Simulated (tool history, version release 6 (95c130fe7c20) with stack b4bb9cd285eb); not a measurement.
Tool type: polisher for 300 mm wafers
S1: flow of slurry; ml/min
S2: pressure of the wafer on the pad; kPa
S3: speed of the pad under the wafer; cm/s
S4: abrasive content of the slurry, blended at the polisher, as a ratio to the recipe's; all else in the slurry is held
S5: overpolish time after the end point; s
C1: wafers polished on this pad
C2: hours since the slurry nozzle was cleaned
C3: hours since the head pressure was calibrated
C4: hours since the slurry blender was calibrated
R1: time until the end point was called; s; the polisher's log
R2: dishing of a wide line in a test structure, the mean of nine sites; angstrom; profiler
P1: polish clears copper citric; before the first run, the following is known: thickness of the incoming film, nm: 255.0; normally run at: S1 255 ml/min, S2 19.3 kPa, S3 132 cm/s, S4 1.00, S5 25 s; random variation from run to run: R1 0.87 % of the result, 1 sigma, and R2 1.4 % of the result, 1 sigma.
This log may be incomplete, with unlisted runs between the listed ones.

run	day	S1	S2	S3	S4	S5	C1	C2	C3	C4	R1	R2
1	0.121	255	19.3	132	1.00	25	825	485.6	685.0	58.2	107.840	421.29
2	0.267	255	19.3	132	0.55	25	853	489.1	688.5	61.7	122.950	376.73
3	0.508	255	19.3	132	1.00	25	898	494.9	694.3	67.5	107.070	420.66
4	0.671	255	13.8	132	1.00	25	928	498.8	698.2	71.4	148.670	311.90
5	0.908	255	19.3	132	1.00	50	973	504.5	703.9	77.1	106.040	750.90
6	1.058	255	19.3	196	1.00	25	1001	508.1	707.5	80.7	74.139	584.30
7	1.279	255	19.3	132	1.00	13	1042	513.4	712.8	86.0	107.470	239.19
8	1.475	255	19.3	66	1.00	25	1079	518.1	717.5	90.7	213.160	221.95
9	1.604	155	19.3	132	1.00	25	1103	521.2	720.6	93.8	115.780	396.23
10	1.767	255	19.3	132	1.00	25	1133	525.1	724.5	97.7	108.060	426.79
11	1.875	255	19.3	132	0.80	8	1154	527.7	727.1	100.3	113.260	144.84
12	2.046	255	19.3	132	1.00	25	1186	531.8	731.2	104.4	109.220	416.95
13	2.150	255	19.3	132	1.00	25	1205	534.3	733.7	106.9	108.050	418.91
14	2.308	320	19.3	132	1.00	25	1235	538.1	737.5	110.7	105.400	426.04
15	2.483	255	19.3	132	1.30	25	1268	542.3	741.7	114.9	103.010	443.47

Run 16 is up next; what results do you expect?
16	2.679	255	26.9	132	1.00	25	1304	547.0	746.4	119.6	?	?

{"run 16": {"R1": 77.926, "R2": 571.19}}
